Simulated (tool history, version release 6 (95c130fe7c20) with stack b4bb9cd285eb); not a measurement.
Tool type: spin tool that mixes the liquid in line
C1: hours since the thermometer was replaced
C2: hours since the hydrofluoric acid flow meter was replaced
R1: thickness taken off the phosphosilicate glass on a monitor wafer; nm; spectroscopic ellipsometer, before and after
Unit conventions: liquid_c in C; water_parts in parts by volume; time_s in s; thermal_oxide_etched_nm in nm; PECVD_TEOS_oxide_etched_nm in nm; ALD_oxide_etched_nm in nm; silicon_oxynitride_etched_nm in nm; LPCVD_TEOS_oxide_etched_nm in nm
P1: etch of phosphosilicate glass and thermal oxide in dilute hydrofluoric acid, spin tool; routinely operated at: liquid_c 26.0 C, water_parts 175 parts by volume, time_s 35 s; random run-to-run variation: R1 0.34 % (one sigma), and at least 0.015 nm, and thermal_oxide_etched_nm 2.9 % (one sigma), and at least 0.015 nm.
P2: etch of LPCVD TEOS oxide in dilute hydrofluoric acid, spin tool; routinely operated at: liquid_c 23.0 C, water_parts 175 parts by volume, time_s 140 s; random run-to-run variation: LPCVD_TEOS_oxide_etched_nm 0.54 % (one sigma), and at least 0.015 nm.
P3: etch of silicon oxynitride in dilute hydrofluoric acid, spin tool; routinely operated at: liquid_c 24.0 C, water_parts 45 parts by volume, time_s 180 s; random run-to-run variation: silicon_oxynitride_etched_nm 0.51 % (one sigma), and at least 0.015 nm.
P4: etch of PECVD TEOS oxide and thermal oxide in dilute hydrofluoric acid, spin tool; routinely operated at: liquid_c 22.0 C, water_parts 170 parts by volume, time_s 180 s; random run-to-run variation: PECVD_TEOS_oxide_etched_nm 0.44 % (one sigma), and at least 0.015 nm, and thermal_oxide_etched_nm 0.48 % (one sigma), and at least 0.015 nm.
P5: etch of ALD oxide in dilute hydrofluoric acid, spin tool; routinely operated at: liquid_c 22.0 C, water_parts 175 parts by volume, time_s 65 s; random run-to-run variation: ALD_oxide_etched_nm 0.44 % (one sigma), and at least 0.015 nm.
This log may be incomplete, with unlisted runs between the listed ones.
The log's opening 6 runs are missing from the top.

{"run": 7, "hour": 86.7, "process": "P5", "liquid_c": 22.0, "water_parts": 175, "time_s": 125, "C1": 219.3, "C2": 456.1, "ALD_oxide_etched_nm": 11.463}
{"run": 8, "hour": 100.2, "process": "P3", "liquid_c": 24.0, "water_parts": 45, "time_s": 95, "C1": 232.8, "C2": 469.6, "silicon_oxynitride_etched_nm": 3.7634}
{"run": 9, "hour": 115.7, "process": "P2", "liquid_c": 23.0, "water_parts": 175, "time_s": 20, "C1": 248.3, "C2": 485.1, "LPCVD_TEOS_oxide_etched_nm": 5.4683}
{"run": 10, "hour": 125.6, "process": "P5", "liquid_c": 22.0, "water_parts": 85, "time_s": 65, "C1": 258.2, "C2": 495.0, "ALD_oxide_etched_nm": 13.587}
{"run": 11, "hour": 141.1, "process": "P1", "liquid_c": 26.0, "water_parts": 175, "time_s": 35, "C1": 273.7, "C2": 510.5, "R1": 15.925, "thermal_oxide_etched_nm": 0.93164}
{"run": 12, "hour": 152.6, "process": "P1", "liquid_c": 26.0, "water_parts": 175, "time_s": 60, "C1": 285.2, "C2": 522.0, "R1": 27.248, "thermal_oxide_etched_nm": 1.4833}
{"run": 13, "hour": 162.9, "process": "P1", "liquid_c": 26.0, "water_parts": 305, "time_s": 35, "C1": 295.5, "C2": 532.3, "R1": 7.927, "thermal_oxide_etched_nm": 0.41363}
{"run": 14, "hour": 176.9, "process": "P2", "liquid_c": 23.0, "water_parts": 50, "time_s": 140, "C1": 309.5, "C2": 546.3, "LPCVD_TEOS_oxide_etched_nm": 157.69}
{"run": 15, "hour": 192.3, "process": "P3", "liquid_c": 28.0, "water_parts": 45, "time_s": 180, "C1": 324.9, "C2": 561.7, "silicon_oxynitride_etched_nm": 8.5687}
{"run": 16, "hour": 203.0, "process": "P5", "liquid_c": 22.0, "water_parts": 175, "time_s": 65, "C1": 335.6, "C2": 572.4, "ALD_oxide_etched_nm": 6.006}
{"run": 17, "hour": 217.0, "process": "P4", "liquid_c": 22.0, "water_parts": 170, "time_s": 70, "C1": 349.6, "C2": 586.4, "thermal_oxide_etched_nm": 1.6844, "PECVD_TEOS_oxide_etched_nm": 3.9877}
{"run": 18, "hour": 232.8, "process": "P3", "liquid_c": 24.0, "water_parts": 60, "time_s": 180, "C1": 365.4, "C2": 602.2, "silicon_oxynitride_etched_nm": 5.3017}
{"run": 19, "hour": 247.6, "process": "P4", "liquid_c": 22.0, "water_parts": 310, "time_s": 180, "C1": 380.2, "C2": 617.0, "thermal_oxide_etched_nm": 2.0655, "PECVD_TEOS_oxide_etched_nm": 4.9547}
{"run": 20, "hour": 264.1, "process": "P4", "liquid_c": 22.0, "water_parts": 170, "time_s": 180, "C1": 396.7, "C2": 633.5, "thermal_oxide_etched_nm": 4.3512, "PECVD_TEOS_oxide_etched_nm": 10.242}

Predict the results of run 21:
{"run": 21, "hour": 279.8, "process": "P1", "liquid_c": 20.0, "water_parts": 175, "time_s": 35, "C1": 412.4, "C2": 649.2, "R1": "?", "thermal_oxide_etched_nm": "?"}

R1: 12.701 nm
thermal_oxide_etched_nm: 0.68109 nm
